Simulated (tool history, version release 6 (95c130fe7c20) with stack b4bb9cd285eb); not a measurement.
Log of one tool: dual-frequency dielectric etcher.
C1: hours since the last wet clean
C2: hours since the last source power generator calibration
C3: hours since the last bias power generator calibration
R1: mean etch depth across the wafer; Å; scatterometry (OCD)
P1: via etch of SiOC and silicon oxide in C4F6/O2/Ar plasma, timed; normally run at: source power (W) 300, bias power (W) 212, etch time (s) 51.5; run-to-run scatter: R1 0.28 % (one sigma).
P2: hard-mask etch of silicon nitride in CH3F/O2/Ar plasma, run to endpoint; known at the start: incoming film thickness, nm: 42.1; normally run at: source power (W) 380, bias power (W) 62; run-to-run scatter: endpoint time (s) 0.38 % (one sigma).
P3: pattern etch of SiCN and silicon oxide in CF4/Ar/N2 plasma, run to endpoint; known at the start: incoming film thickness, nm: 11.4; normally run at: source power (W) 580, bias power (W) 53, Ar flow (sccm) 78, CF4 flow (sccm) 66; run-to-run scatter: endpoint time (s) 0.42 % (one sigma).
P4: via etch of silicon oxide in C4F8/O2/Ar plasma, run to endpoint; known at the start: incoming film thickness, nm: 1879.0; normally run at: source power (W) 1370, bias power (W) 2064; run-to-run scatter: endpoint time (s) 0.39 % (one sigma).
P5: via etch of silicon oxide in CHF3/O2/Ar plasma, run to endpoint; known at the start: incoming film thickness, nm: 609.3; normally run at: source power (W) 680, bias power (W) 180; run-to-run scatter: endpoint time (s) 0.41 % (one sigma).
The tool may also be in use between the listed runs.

Run 1, hour 10.6: process that ran P1, source power (W) 300, bias power (W) 212, etch time (s) 51.5; C1 93.8; C2 2246.7; C3 815.2. Result: R1 550.11 Å.
Run 2, hour 24.9: process that ran P1, source power (W) 300, bias power (W) 281, etch time (s) 51.5; C1 108.1; C2 2261; C3 829.5. Result: R1 609.55 Å.
Run 3, hour 42.4: process that ran P1, source power (W) 300, bias power (W) 212, etch time (s) 51.5; C1 125.6; C2 2278.5; C3 847. Result: R1 551.39 Å.
Run 4, hour 54.3: process that ran P5, source power (W) 680, bias power (W) 252; C1 137.5; C2 2290.4; C3 858.9. Result: endpoint time (s) 260.86.
Run 5, hour 68.4: process that ran P5, source power (W) 920, bias power (W) 180; C1 151.6; C2 2304.5; C3 873. Result: endpoint time (s) 263.54.
Run 6, hour 78.5: process that ran P2, source power (W) 380, bias power (W) 82; C1 161.7; C2 2314.6; C3 883.1. Result: endpoint time (s) 60.108.
Run 7, hour 89.8: process that ran P1, source power (W) 300, bias power (W) 148, etch time (s) 51.5; C1 173; C2 2325.9; C3 894.4. Result: R1 489.64 Å.
Run 8, hour 104.2: process that ran P1, source power (W) 300, bias power (W) 212, etch time (s) 51.5; C1 187.4; C2 2340.3; C3 908.8. Result: R1 548.41 Å.
Run 9, hour 118.9: process that ran P2, source power (W) 380, bias power (W) 62; C1 202.1; C2 2355; C3 923.5. Result: endpoint time (s) 66.039.
Run 10, hour 129.9: process that ran P4, source power (W) 1370, bias power (W) 2064; C1 213.1; C2 2366; C3 934.5. Result: endpoint time (s) 423.24.
Run 11, hour 141: process that ran P5, source power (W) 680, bias power (W) 180; C1 224.2; C2 2377.1; C3 945.6. Result: endpoint time (s) 293.28.
Run 12, hour 150.3: process that ran P4, source power (W) 1370, bias power (W) 1204; C1 233.5; C2 2386.4; C3 954.9. Result: endpoint time (s) 491.76.
Run 13, hour 164.8: process that ran P1, source power (W) 300, bias power (W) 212, etch time (s) 75; C1 248; C2 2400.9; C3 969.4. Result: R1 800.06 Å.
Run 14, hour 176.3: process that ran P3, source power (W) 580, bias power (W) 53, Ar flow (sccm) 78, CF4 flow (sccm) 66; C1 259.5; C2 2412.4; C3 980.9. Result: endpoint time (s) 11.495.
Run 15, hour 188.3: process that ran P3, source power (W) 700, bias power (W) 53, Ar flow (sccm) 78, CF4 flow (sccm) 66; C1 271.5; C2 2424.4; C3 992.9. Result: endpoint time (s) 9.7262.
Run 16, hour 199.3: process that ran P3, source power (W) 580, bias power (W) 53, Ar flow (sccm) 78, CF4 flow (sccm) 66; C1 282.5; C2 2435.4; C3 1003.9. Result: endpoint time (s) 11.457.
Run 17, hour 216: process that ran P1, source power (W) 300, bias power (W) 212, etch time (s) 51.5; C1 299.2; C2 2452.1; C3 1020.6. Result: R1 551.18 Å.
Run 18, hour 227: process that ran P3, source power (W) 580, bias power (W) 39, Ar flow (sccm) 78, CF4 flow (sccm) 66; C1 310.2; C2 2463.1; C3 1031.6. Result: endpoint time (s) 12.603.
Run 19, hour 243.5: process that ran P2, source power (W) 490, bias power (W) 62; C1 326.7; C2 2479.6; C3 1048.1. Result: endpoint time (s) 59.682.
Run 20, hour 260.6: process that ran P2, source power (W) 380, bias power (W) 62; C1 343.8; C2 2496.7; C3 1065.2. Result: endpoint time (s) 65.77.
Run 21, hour 272.1: process that ran P1, source power (W) 300, bias power (W) 212, etch time (s) 51.5; C1 355.3; C2 2508.2; C3 1076.7. Result: R1 551.48 Å.
Run 22, hour 289: process that ran P3, source power (W) 580, bias power (W) 53, Ar flow (sccm) 55, CF4 flow (sccm) 66; C1 372.2; C2 2525.1; C3 1093.6. Result: endpoint time (s) 10.879.
Run 23, hour 303.7: process that ran P1, source power (W) 300, bias power (W) 212, etch time (s) 51.5; C1 386.9; C2 2539.8; C3 1108.3. Result: R1 550.44 Å.
Run 24, hour 314.8: process that ran P1, source power (W) 180, bias power (W) 212, etch time (s) 51.5; C1 398; C2 2550.9; C3 1119.4. Result: R1 454.42 Å.
Run 25, hour 327.3: process that ran P4, source power (W) 1370, bias power (W) 2064; C1 410.5; C2 2563.4; C3 1131.9. Result: endpoint time (s) 422.55.
Run 26, hour 336.3: process that ran P1, source power (W) 430, bias power (W) 212, etch time (s) 51.5; C1 419.5; C2 2572.4; C3 1140.9. Result: R1 629.98 Å.
Run 27, hour 345.8: process that ran P1, source power (W) 300, bias power (W) 212, etch time (s) 36.5; C1 429; C2 2581.9; C3 1150.4. Result: R1 389.33 Å.
Run 28, hour 363.5: process that ran P1, source power (W) 300, bias power (W) 176, etch time (s) 31.5; C1 446.7; C2 2599.6; C3 1168.1. Result: R1 316.47 Å.
Run 29, hour 372.3: process that ran P5, source power (W) 680, bias power (W) 180; C1 455.5; C2 2608.4; C3 1176.9. Result: endpoint time (s) 297.36.
Run 30, hour 385.4: process that ran P4, source power (W) 1660, bias power (W) 2064; C1 468.6; C2 2621.5; C3 1190. Result: endpoint time (s) 387.85.
Run 31, hour 397.6: process that ran P3, source power (W) 580, bias power (W) 53, Ar flow (sccm) 78, CF4 flow (sccm) 40; C1 480.8; C2 2633.7; C3 1202.2. Result: endpoint time (s) 12.488.
Run 32, hour 409.6: process that ran P1, source power (W) 180, bias power (W) 212, etch time (s) 74; C1 492.8; C2 2645.7; C3 1214.2. Result: R1 653.09 Å.
Run 33, hour 418.2: process that ran P1, source power (W) 300, bias power (W) 212, etch time (s) 51.5; C1 501.4; C2 2654.3; C3 1222.8. Result: R1 551.77 Å.
Run 34, hour 428.5: process that ran P1, source power (W) 300, bias power (W) 212, etch time (s) 51.5; C1 511.7; C2 2664.6; C3 1233.1. Result: R1 547.16 Å.
Run 35, hour 443.7: process that ran P1, source power (W) 300, bias power (W) 212, etch time (s) 51.5; C1 526.9; C2 2679.8; C3 1248.3. Result: R1 547.58 Å.
Run 36, hour 461.3: process that ran P1, source power (W) 300, bias power (W) 212, etch time (s) 51.5; C1 544.5; C2 2697.4; C3 1265.9. Result: R1 545.74 Å.
Run 37, hour 476.1: process that ran P1, source power (W) 300, bias power (W) 212, etch time (s) 51.5; C1 559.3; C2 2712.2; C3 1280.7. Result: R1 545.99 Å.
At hour 489.9: wet clean of the chamber.
Run 38, hour 494.2: process that ran P1, source power (W) 300, bias power (W) 212, etch time (s) 51.5; C1 4.3; C2 2730.3; C3 1298.8. Result: R1 541.01 Å.
Run 39, hour 503.5: process that ran P1, source power (W) 300, bias power (W) 212, etch time (s) 51.5; C1 13.6; C2 2739.6; C3 1308.1. Result: R1 542.17 Å.
Run 40, hour 515.8: process that ran P1, source power (W) 300, bias power (W) 212, etch time (s) 51.5; C1 25.9; C2 2751.9; C3 1320.4. Result: R1 543.04 Å.
Run 41, hour 529.5: process that ran P1, source power (W) 300, bias power (W) 212, etch time (s) 51.5; C1 39.6; C2 2765.6; C3 1334.1. Result: R1 541.64 Å.
Run 42, hour 547.9: process that ran P1, source power (W) 300, bias power (W) 212, etch time (s) 51.5; C1 58; C2 2784; C3 1352.5. Result: R1 542.57 Å.
Run 43, hour 557.6: process that ran P1, source power (W) 300, bias power (W) 212, etch time (s) 51.5; C1 67.7; C2 2793.7; C3 1362.2. Result: R1 543.68 Å.
Run 44, hour 568.6: process that ran P1, source power (W) 300, bias power (W) 212, etch time (s) 51.5; C1 78.7; C2 2804.7; C3 1373.2. Result: R1 542.45 Å.

What P1 gives has crept away from where it was. These 2 causes fit the log equally well, each at the size given:
A: bias power that arrives under what is set, % = 4.52
B: source power that arrives under what is set, % = 4.01
The creep began at about hour 418.2.
Why every other cause is out:
chamber walls in a state that lowers the etch rate, %: serviced at hour 489.9, which brought nothing back

4 check runs are offered, each on 2 wafers whose results are averaged, their results left as question marks. Which one tells the causes apart?
Run check 1, hour 579.6: process that ran P3, source power (W) 580, bias power (W) 43, Ar flow (sccm) 78, CF4 flow (sccm) 49. Result: endpoint time (s) ?.
Run check 2, hour 579.6: process that ran P2, source power (W) 380, bias power (W) 81. Result: endpoint time (s) ?.
Run check 3, hour 579.6: process that ran P5, source power (W) 890, bias power (W) 210. Result: endpoint time (s) ?.
Run check 4, hour 579.6: process that ran P4, source power (W) 1370, bias power (W) 1690. Result: endpoint time (s) ?.

What each check would give under each cause:
  check             result    if A    if B
check 1  endpoint time (s)  13.043  13.348
check 2  endpoint time (s)  61.366  61.313
check 3  endpoint time (s)  256.78  256.81
check 4  endpoint time (s)  452.29   453.8
How far apart the two closest causes lie, in the result that separates them most: check 1 2.31 %; check 2 0.09 %; check 3 0.01 %; check 4 0.33 %
Only check 1 tells the causes apart: in the others they would give nearly the same result.

Then check 1 was run and gave: endpoint time (s) 13.081. Which cause is it?

It is A: bias power that arrives under what is set, %.
